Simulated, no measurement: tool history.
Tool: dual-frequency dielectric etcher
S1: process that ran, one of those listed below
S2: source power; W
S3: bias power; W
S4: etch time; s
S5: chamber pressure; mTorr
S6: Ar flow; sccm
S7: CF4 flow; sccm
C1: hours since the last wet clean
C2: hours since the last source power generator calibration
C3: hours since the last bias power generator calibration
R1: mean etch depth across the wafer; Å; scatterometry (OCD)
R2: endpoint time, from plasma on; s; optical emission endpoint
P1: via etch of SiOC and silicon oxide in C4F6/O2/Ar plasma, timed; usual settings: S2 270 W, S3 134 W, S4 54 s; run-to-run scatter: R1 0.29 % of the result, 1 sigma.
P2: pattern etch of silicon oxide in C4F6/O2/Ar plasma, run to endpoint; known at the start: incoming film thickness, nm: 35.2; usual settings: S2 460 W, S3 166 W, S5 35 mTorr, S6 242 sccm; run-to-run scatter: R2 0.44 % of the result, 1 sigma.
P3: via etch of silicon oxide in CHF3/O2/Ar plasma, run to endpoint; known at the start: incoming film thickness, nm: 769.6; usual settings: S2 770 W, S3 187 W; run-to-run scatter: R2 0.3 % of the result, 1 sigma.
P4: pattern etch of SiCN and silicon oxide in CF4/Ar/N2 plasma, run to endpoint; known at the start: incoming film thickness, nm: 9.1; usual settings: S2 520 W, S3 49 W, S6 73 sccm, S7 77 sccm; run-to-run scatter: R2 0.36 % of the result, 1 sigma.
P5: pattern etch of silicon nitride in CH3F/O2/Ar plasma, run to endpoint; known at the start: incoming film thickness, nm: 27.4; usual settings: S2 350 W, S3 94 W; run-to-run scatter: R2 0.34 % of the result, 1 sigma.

run,hour,S1,S2,S3,S4,S5,S6,S7,C1,C2,C3,R1,R2
1,8.1,P1,270,134,54,,,,116.3,455.8,2682.5,469.67,
2,15.3,P5,350,119,,,,,123.5,463,2689.7,,36.242
3,22.9,P1,270,134,54,,,,131.1,470.6,2697.3,469,
4,32.9,P5,350,94,,,,,141.1,480.6,2707.3,,39.613
5,42.5,P2,460,166,,35,143,,150.7,490.2,2716.9,,9.9995
6,51.6,P1,160,134,54,,,,159.8,499.3,2726,384.73,
7,61.5,P5,490,94,,,,,169.7,509.2,2735.9,,34.743
8,71.3,P1,270,134,54,,,,179.5,519,2745.7,468.8,
# hour 74.3: wet clean of the chamber
9,81.7,P1,270,95,54,,,,7.4,529.4,2756.1,426.5,
10,90.6,P3,510,187,,,,,16.3,538.3,2765,,405.49
11,96.1,P5,350,94,,,,,21.8,543.8,2770.5,,39.677
12,104.5,P4,520,49,,,52,77,30.2,552.2,2778.9,,9.5316
13,110.4,P1,220,104,54,,,,36.1,558.1,2784.8,400.84,
14,120.4,P4,520,49,,,73,49,46.1,568.1,2794.8,,10.726
15,127.3,P1,270,134,54,,,,53,575,2801.7,469.11,
16,138,P2,460,166,,35,242,,63.7,585.7,2812.4,,10.519
17,145.6,P3,770,187,,,,,71.3,593.3,2820,,348.17
18,154,P3,770,112,,,,,79.7,601.7,2828.4,,410.21
19,162.9,P1,350,134,78.5,,,,88.6,610.6,2837.3,759.03,
20,170.8,P2,310,166,,35,242,,96.5,618.5,2845.2,,12.292
# hour 180: source power generator calibrated
21,180,P1,270,90,42,,,,105.7,0.1,2854.4,326.15,
22,188.3,P2,460,166,,28,242,,114,8.4,2862.7,,10.189
23,194.5,P1,270,134,36,,,,120.2,14.6,2868.9,313.21,
24,200.8,P4,620,49,,,73,77,126.5,20.9,2875.2,,8.563
25,207.2,P1,270,134,66,,,,132.9,27.3,2881.6,573.46,
26,216.6,P2,460,234,,35,242,,142.3,36.7,2891,,9.4219
27,225.2,P1,350,134,54,,,,150.9,45.3,2899.6,519.18,
28,230.9,P1,270,164,54,,,,156.6,51,2905.3,501.87,
29,237.1,P4,520,49,,,73,77,162.8,57.2,2911.5,,10.002
30,244.2,P4,520,36,,,73,77,169.9,64.3,2918.6,,10.858
31,252.6,P2,460,166,,35,242,,178.3,72.7,2927,,10.579
32,257.5,P1,270,134,54,,,,183.2,77.6,2931.9,470.68,
33,265.3,P1,270,134,54,,,,191,85.4,2939.7,473.71,

The next listed run, before its measurement:
34,270.3,P1,270,134,54,,,,196,90.4,2944.7,?,

{"run 34": {"R1": 473.34}}
